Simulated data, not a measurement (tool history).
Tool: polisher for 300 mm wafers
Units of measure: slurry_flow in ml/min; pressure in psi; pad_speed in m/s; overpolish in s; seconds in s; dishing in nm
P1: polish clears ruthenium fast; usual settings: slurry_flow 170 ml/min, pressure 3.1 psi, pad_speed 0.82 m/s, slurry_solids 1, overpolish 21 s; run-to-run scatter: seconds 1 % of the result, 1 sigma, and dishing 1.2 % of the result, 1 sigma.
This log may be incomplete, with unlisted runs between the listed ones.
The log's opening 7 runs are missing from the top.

run   hour  slurry_flow  pressure  pad_speed  slurry_solids  overpolish  wafers polished on this pad  hours since the slurry nozzle was cleaned  hours since the head pressure was calibrated  hours since the slurry blender was calibrated  seconds  dishing
  8   71.6          170       3.1       0.82              1          40                         1027                                      485.3                                        1126.3                                          145.5   54.079    90.02
  9   77.9          170       3.1       0.82              1          21                         1112                                      491.6                                        1132.6                                          151.8   53.454   62.119
 10   88.6          170       3.1       0.82              1          21                         1255                                      502.3                                        1143.3                                          162.5   53.113   62.462
 11   96.6          170       2.3       0.82              1          21                         1362                                      510.3                                        1151.3                                          170.5   72.773   50.006
 12  109.5          170       3.1       0.36              1          21                         1534                                      523.2                                        1164.2                                          183.4   121.07    31.65
 13  117.7          170       3.1       0.82            0.7          35                         1644                                      531.4                                        1172.4                                          191.6   64.176   76.181
 14  130.7          170       3.1       0.82           1.45          21                         1818                                      544.4                                        1185.4                                          204.6    45.93   66.038
 15  144.3          245       1.7       0.82              1          21                         2000                                        558                                          1199                                          218.2   93.124   40.789
 16  150.3          105       3.1       0.82              1          21                         2080                                        564                                          1205                                          224.2   60.423   57.007
 17    163          170       3.1       0.82              1          21                         2250                                      576.7                                        1217.7                                          236.9   53.253   60.808

Run 18 is up next; what results do you expect?
 18  169.1          260       3.1       0.82              1          21                         2331                                      582.8                                        1223.8                                            243        ?        ?

seconds: 49.768 s
dishing: 62.706 nm
